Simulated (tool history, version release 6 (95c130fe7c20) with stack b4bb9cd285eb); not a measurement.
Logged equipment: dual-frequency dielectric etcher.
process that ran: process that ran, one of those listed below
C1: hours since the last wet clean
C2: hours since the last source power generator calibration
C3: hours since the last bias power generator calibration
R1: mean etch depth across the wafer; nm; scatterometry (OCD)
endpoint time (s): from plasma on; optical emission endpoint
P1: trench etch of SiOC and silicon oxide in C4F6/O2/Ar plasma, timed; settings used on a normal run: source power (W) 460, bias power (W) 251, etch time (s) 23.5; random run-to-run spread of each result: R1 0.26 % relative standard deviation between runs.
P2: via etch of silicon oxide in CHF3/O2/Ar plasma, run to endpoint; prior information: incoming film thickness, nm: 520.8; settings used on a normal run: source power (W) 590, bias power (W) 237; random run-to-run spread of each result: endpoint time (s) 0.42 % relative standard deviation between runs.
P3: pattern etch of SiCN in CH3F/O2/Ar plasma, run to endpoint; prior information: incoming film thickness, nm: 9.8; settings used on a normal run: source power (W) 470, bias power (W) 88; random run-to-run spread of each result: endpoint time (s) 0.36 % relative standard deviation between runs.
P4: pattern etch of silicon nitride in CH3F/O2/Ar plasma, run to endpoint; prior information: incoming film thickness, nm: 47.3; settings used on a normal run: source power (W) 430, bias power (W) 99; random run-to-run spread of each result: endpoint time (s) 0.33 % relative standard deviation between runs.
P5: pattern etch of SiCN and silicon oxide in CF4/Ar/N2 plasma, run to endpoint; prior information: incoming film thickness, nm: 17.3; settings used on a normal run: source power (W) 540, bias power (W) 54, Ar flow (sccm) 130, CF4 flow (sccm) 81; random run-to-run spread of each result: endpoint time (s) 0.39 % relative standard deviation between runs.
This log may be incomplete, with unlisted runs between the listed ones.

Run 1, day 0.404: process that ran P1, source power (W) 460, bias power (W) 251, etch time (s) 23.5; C1 205.1; C2 996.2; C3 936.3. Result: R1 54.539 nm.
Run 2, day 0.679: process that ran P1, source power (W) 570, bias power (W) 251, etch time (s) 16.5; C1 211.7; C2 1002.8; C3 942.9. Result: R1 41.575 nm.
Run 3, day 0.979: process that ran P3, source power (W) 470, bias power (W) 88; C1 218.9; C2 1010.0; C3 950.1. Result: endpoint time (s) 22.002.
Run 4, day 1.454: process that ran P2, source power (W) 780, bias power (W) 237; C1 230.3; C2 1021.4; C3 961.5. Result: endpoint time (s) 217.380.
At day 1.583: source power generator calibrated.
Run 5, day 1.829: process that ran P1, source power (W) 460, bias power (W) 308, etch time (s) 23.5; C1 239.3; C2 5.9; C3 970.5. Result: R1 58.643 nm.
Run 6, day 2.117: process that ran P1, source power (W) 460, bias power (W) 251, etch time (s) 32.5; C1 246.2; C2 12.8; C3 977.4. Result: R1 75.486 nm.
Run 7, day 2.454: process that ran P2, source power (W) 590, bias power (W) 237; C1 254.3; C2 20.9; C3 985.5. Result: endpoint time (s) 242.640.
Run 8, day 2.888: process that ran P1, source power (W) 460, bias power (W) 156, etch time (s) 23.5; C1 264.7; C2 31.3; C3 995.9. Result: R1 46.890 nm.
Run 9, day 3.346: process that ran P5, source power (W) 540, bias power (W) 54, Ar flow (sccm) 130, CF4 flow (sccm) 81; C1 275.7; C2 42.3; C3 1006.9. Result: endpoint time (s) 19.335.
Run 10, day 3.604: process that ran P2, source power (W) 590, bias power (W) 175; C1 281.9; C2 48.5; C3 1013.1. Result: endpoint time (s) 267.960.
Run 11, day 3.954: process that ran P1, source power (W) 460, bias power (W) 251, etch time (s) 23.5; C1 290.3; C2 56.9; C3 1021.5. Result: R1 54.219 nm.
Run 12, day 4.200: process that ran P3, source power (W) 470, bias power (W) 113; C1 296.2; C2 62.8; C3 1027.4. Result: endpoint time (s) 20.130.
Run 13, day 4.412: process that ran P1, source power (W) 290, bias power (W) 251, etch time (s) 23.5; C1 301.3; C2 67.9; C3 1032.5. Result: R1 45.608 nm.
Run 14, day 4.692: process that ran P3, source power (W) 470, bias power (W) 88; C1 308.0; C2 74.6; C3 1039.2. Result: endpoint time (s) 21.982.
Run 15, day 5.008: process that ran P5, source power (W) 540, bias power (W) 54, Ar flow (sccm) 130, CF4 flow (sccm) 65; C1 315.6; C2 82.2; C3 1046.8. Result: endpoint time (s) 20.200.
Run 16, day 5.388: process that ran P1, source power (W) 460, bias power (W) 251, etch time (s) 23.5; C1 324.7; C2 91.3; C3 1055.9. Result: R1 54.224 nm.
Run 17, day 5.625: process that ran P4, source power (W) 430, bias power (W) 132; C1 330.4; C2 97.0; C3 1061.6. Result: endpoint time (s) 54.753.
Run 18, day 5.904: process that ran P5, source power (W) 740, bias power (W) 54, Ar flow (sccm) 130, CF4 flow (sccm) 81; C1 337.1; C2 103.7; C3 1068.3. Result: endpoint time (s) 14.538.
Run 19, day 6.125: process that ran P2, source power (W) 590, bias power (W) 237; C1 342.4; C2 109.0; C3 1073.6. Result: endpoint time (s) 240.950.
Run 20, day 6.338: process that ran P4, source power (W) 430, bias power (W) 99; C1 347.5; C2 114.1; C3 1078.7. Result: endpoint time (s) 60.457.
Run 21, day 6.733: process that ran P1, source power (W) 560, bias power (W) 251, etch time (s) 23.5; C1 357.0; C2 123.6; C3 1088.2. Result: R1 58.833 nm.
Run 22, day 6.975: process that ran P5, source power (W) 540, bias power (W) 33, Ar flow (sccm) 130, CF4 flow (sccm) 81; C1 362.8; C2 129.4; C3 1094.0. Result: endpoint time (s) 22.226.
Run 23, day 7.225: process that ran P4, source power (W) 330, bias power (W) 99; C1 368.8; C2 135.4; C3 1100.0. Result: endpoint time (s) 67.436.
Run 24, day 7.512: process that ran P1, source power (W) 460, bias power (W) 251, etch time (s) 23.5; C1 375.7; C2 142.3; C3 1106.9. Result: R1 54.623 nm.
Run 25, day 7.900: process that ran P5, source power (W) 540, bias power (W) 54, Ar flow (sccm) 170, CF4 flow (sccm) 81; C1 385.0; C2 151.6; C3 1116.2. Result: endpoint time (s) 20.241.
Run 26, day 8.308: process that ran P3, source power (W) 610, bias power (W) 88; C1 394.8; C2 161.4; C3 1126.0. Result: endpoint time (s) 19.925.
Run 27, day 8.529: process that ran P1, source power (W) 460, bias power (W) 294, etch time (s) 28.5; C1 400.1; C2 166.7; C3 1131.3. Result: R1 69.798 nm.
Run 28, day 8.842: process that ran P4, source power (W) 430, bias power (W) 99; C1 407.6; C2 174.2; C3 1138.8. Result: endpoint time (s) 60.870.
Run 29, day 9.254: process that ran P1, source power (W) 460, bias power (W) 251, etch time (s) 16.0; C1 417.5; C2 184.1; C3 1148.7. Result: R1 37.121 nm.
Run 30, day 9.508: process that ran P1, source power (W) 460, bias power (W) 251, etch time (s) 23.5; C1 423.6; C2 190.2; C3 1154.8. Result: R1 54.380 nm.
Run 31, day 9.779: process that ran P1, source power (W) 460, bias power (W) 251, etch time (s) 23.5; C1 430.1; C2 196.7; C3 1161.3. Result: R1 54.252 nm.
Run 32, day 10.154: process that ran P1, source power (W) 460, bias power (W) 251, etch time (s) 23.5; C1 439.1; C2 205.7; C3 1170.3. Result: R1 53.838 nm.
At day 10.225: wet clean of the chamber.
Run 33, day 10.412: process that ran P1, source power (W) 460, bias power (W) 251, etch time (s) 23.5; C1 4.6; C2 211.9; C3 1176.5. Result: R1 53.679 nm.
Run 34, day 10.650: process that ran P1, source power (W) 460, bias power (W) 251, etch time (s) 23.5; C1 10.3; C2 217.6; C3 1182.2. Result: R1 53.681 nm.
Run 35, day 11.125: process that ran P1, source power (W) 460, bias power (W) 251, etch time (s) 23.5; C1 21.7; C2 229.0; C3 1193.6. Result: R1 53.687 nm.
Run 36, day 11.392: process that ran P1, source power (W) 460, bias power (W) 251, etch time (s) 23.5; C1 28.1; C2 235.4; C3 1200.0. Result: R1 53.597 nm.

The output of P1 has drifted from where it used to be. Each of the 2 causes below, taken at the size shown beside it, accounts for the log equally well:
A: bias power that arrives under what is set, % = 4.68
B: source power that arrives under what is set, % = 4.09
The process output started creeping at around day 9.508.
Every other cause this tool's parts could produce, and why it does not fit the log:
chamber walls in a state that lowers the etch rate, %: was serviced at day 10.225, once the creep was under way, yet the earlier output never came back

The list below offers 4 check runs, each averaging the results of 2 wafers, and shows each result as a question mark. For which of them would the listed causes give clearly different results?
Run check 1, day 11.658: process that ran P2, source power (W) 740, bias power (W) 237. Result: endpoint time (s) ?.
Run check 2, day 11.658: process that ran P5, source power (W) 660, bias power (W) 33, Ar flow (sccm) 130, CF4 flow (sccm) 81. Result: endpoint time (s) ?.
Run check 3, day 11.658: process that ran P3, source power (W) 610, bias power (W) 105. Result: endpoint time (s) ?.
Run check 4, day 11.658: process that ran P4, source power (W) 340, bias power (W) 99. Result: endpoint time (s) ?.

Outcome of each check run for each possible cause:
  check             result     if A     if B
check 1  endpoint time (s)  225.810  225.600
check 2  endpoint time (s)   18.831   19.308
check 3  endpoint time (s)   19.089   19.047
check 4  endpoint time (s)   67.451   67.305
How far apart the two closest causes lie, in the result that separates them most: check 1 0.09 %; check 2 2.51 %; check 3 0.22 %; check 4 0.22 %
The other checks would show nearly matching results whichever cause is true, so check 2 is the only one that separates the causes.

The results of check 2 are: endpoint time (s) 19.345. Based on these, which of the listed causes is it?

It is B: source power that arrives under what is set, %.

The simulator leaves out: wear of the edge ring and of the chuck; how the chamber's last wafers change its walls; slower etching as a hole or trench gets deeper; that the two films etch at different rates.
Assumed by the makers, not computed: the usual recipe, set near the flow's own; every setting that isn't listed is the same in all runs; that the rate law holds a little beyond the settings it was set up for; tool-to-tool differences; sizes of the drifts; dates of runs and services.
